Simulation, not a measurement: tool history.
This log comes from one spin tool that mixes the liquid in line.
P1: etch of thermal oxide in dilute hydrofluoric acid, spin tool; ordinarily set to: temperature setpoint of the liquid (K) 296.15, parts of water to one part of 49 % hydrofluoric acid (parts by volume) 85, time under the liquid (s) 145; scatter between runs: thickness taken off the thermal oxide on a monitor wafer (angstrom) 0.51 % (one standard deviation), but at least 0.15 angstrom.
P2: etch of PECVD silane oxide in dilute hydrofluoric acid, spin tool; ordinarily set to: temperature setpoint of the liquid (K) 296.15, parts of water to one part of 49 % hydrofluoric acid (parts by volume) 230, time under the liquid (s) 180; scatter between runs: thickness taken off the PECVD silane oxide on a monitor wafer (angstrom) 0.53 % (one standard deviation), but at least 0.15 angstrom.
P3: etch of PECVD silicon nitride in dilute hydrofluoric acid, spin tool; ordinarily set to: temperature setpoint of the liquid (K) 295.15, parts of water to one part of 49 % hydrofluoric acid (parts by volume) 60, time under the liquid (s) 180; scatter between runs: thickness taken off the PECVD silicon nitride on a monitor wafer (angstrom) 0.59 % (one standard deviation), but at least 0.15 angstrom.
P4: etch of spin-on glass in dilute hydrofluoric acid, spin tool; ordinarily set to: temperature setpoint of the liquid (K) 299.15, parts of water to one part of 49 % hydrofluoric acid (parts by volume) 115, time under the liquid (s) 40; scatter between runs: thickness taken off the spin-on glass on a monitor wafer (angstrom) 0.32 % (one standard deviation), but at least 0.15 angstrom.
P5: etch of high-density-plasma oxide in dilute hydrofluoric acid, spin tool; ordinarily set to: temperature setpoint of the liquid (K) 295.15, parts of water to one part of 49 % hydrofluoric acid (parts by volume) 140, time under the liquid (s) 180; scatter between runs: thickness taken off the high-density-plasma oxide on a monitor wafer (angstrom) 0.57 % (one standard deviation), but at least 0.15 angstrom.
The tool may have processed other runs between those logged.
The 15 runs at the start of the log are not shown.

run,day,process that ran,temperature setpoint of the liquid (K),parts of water to one part of 49 % hydrofluoric acid (parts by volume),time under the liquid (s),hours since the thermometer was replaced,hours since the hydrofluoric acid flow meter was replaced,thickness taken off the thermal oxide on a monitor wafer (angstrom),thickness taken off the spin-on glass on a monitor wafer (angstrom),thickness taken off the PECVD silicon nitride on a monitor wafer (angstrom),thickness taken off the high-density-plasma oxide on a monitor wafer (angstrom),thickness taken off the PECVD silane oxide on a monitor wafer (angstrom)
16,2.383,P3,295.15,105,180,509.4,1056.0,,,25.407,,
17,2.483,P5,290.15,140,180,511.8,1058.4,,,,48.135,
18,2.621,P1,290.15,85,145,515.1,1061.7,60.792,,,,
19,2.767,P2,296.15,55,180,518.6,1065.2,,,,,511.710
20,2.962,P1,296.15,85,75,523.3,1069.9,40.249,,,,
21,3.092,P1,296.15,85,145,526.4,1073.0,78.898,,,,
22,3.288,P5,295.15,140,180,531.1,1077.7,,,,59.142,
23,3.483,P1,296.15,140,145,535.8,1082.4,44.530,,,,
24,3.683,P1,296.15,85,255,540.6,1087.2,137.170,,,,
25,3.850,P5,295.15,140,350,544.6,1091.2,,,,114.640,
26,4.021,P1,296.15,85,145,548.7,1095.3,78.690,,,,
27,4.196,P2,296.15,230,180,552.9,1099.5,,,,,99.937
28,4.383,P1,301.65,85,145,557.4,1104.0,96.898,,,,
29,4.579,P3,290.65,60,180,562.1,1108.7,,,32.921,,
30,4.679,P1,296.15,85,145,564.5,1111.1,78.746,,,,
31,4.804,P1,296.15,85,145,567.5,1114.1,76.155,,,,
32,4.938,P1,296.15,85,145,570.7,1117.3,74.165,,,,
33,5.096,P1,296.15,85,145,574.5,1121.1,73.775,,,,
34,5.271,P1,296.15,85,145,578.7,1125.3,74.031,,,,
35,5.446,P1,296.15,85,145,582.9,1129.5,72.453,,,,
36,5.554,P1,296.15,85,145,585.5,1132.1,71.476,,,,

Forecast run 37:
37,5.667,P1,296.15,85,145,588.2,1134.8,?,,,,

{"run 37": {"thickness taken off the thermal oxide on a monitor wafer (angstrom)": 72.709}}

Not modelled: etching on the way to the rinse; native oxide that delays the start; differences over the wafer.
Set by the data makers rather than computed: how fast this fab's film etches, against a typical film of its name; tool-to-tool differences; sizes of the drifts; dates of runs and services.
